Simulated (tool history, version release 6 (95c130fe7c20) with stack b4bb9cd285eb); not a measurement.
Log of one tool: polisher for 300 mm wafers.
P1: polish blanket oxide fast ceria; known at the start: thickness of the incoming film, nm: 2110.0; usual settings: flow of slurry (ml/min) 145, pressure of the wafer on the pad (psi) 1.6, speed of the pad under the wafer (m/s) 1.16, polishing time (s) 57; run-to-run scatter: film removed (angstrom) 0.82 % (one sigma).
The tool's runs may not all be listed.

run	hour	flow of slurry (ml/min)	pressure of the wafer on the pad (psi)	speed of the pad under the wafer (m/s)	polishing time (s)	wafers polished on this pad	hours since the slurry nozzle was cleaned	hours since the head pressure was calibrated	film removed (angstrom)
1	8.3	145	1.6	1.16	57	536	263.3	160.4	6997.4
2	21.8	145	1.6	1.16	29	647	276.8	173.9	3584.9
3	38.8	145	1.6	1.16	57	786	293.8	190.9	6941.8
4	52.0	145	1.6	1.16	57	895	307.0	204.1	6953.6
5	70.9	145	1.6	1.16	57	1050	325.9	223.0	6984.5
6	85.5	145	1.6	1.16	57	1170	340.5	237.6	6981.8
7	97.9	145	2.5	1.16	57	1271	352.9	250.0	10880.0
8	109.2	85	1.6	1.16	57	1364	364.2	261.3	6218.5
9	120.4	145	1.6	1.16	84	1456	375.4	272.5	10277.0
10	132.3	145	1.6	1.84	57	1554	387.3	284.4	11186.0
11	150.3	145	1.2	0.70	57	1702	405.3	302.4	3196.4
12	164.4	225	1.6	1.16	57	1818	419.4	316.5	7410.3
# hour 165.0: head pressure recalibrated
13	178.7	145	1.6	0.58	57	1935	433.7	13.7	3496.4
14	196.0	145	1.6	1.16	57	2077	451.0	31.0	6904.9
15	206.6	145	1.1	1.16	57	2164	461.6	41.6	4815.2
16	215.8	145	1.6	1.16	57	2240	470.8	50.8	7003.8
17	231.5	145	1.6	1.16	57	2369	486.5	66.5	7042.6
18	241.1	145	1.6	1.16	57	2447	496.1	76.1	6924.7
19	259.5	145	1.6	1.16	57	2598	514.5	94.5	6697.8
20	269.1	145	1.6	1.16	57	2677	524.1	104.1	6608.3
21	282.7	145	1.6	1.16	57	2789	537.7	117.7	6546.5
22	294.8	145	1.6	1.16	57	2888	549.8	129.8	6421.0
# hour 299.1: worn pad replaced by a new one
23	312.6	145	1.6	1.16	57	111	567.6	147.6	6430.6
24	327.6	145	1.6	1.16	57	234	582.6	162.6	6499.4
25	340.1	145	1.6	1.16	57	336	595.1	175.1	6461.0

What P1 gives has crept away from where it was. These 2 causes fit the log equally well, each at the size given:
A: head's pressure below its setpoint, % = 7.74
B: slurry flow missing at the pad, % = 31.4
The creep began at about hour 231.5.
Why every other cause is out:
removal rate lost through wear of the pad, %: serviced at hour 299.1, which brought nothing back

4 check runs are offered, each on 2 wafers whose results are averaged, their results left as question marks. Which one tells the causes apart?
check 1	352.6	145	1.6	1.78	57				?
check 2	352.6	145	1.6	0.68	57				?
check 3	352.6	145	2.4	1.16	84				?
check 4	352.6	85	1.6	1.74	57				?

What each check would give under each cause:
check	result	if A	if B
check 1	film removed (angstrom)	9899.4	9897.6
check 2	film removed (angstrom)	3781.8	3781.1
check 3	film removed (angstrom)	14261.0	14258.0
check 4	film removed (angstrom)	8554.6	8155.7
How far apart the two closest causes lie, in the result that separates them most: check 1 0.02 %; check 2 0.02 %; check 3 0.02 %; check 4 4.78 %
Only check 4 tells the causes apart: in the others they would give nearly the same result.

Check 4 was then run and gave: film removed (angstrom) 8187.7. Which cause is it?

It is B: slurry flow missing at the pad, %.

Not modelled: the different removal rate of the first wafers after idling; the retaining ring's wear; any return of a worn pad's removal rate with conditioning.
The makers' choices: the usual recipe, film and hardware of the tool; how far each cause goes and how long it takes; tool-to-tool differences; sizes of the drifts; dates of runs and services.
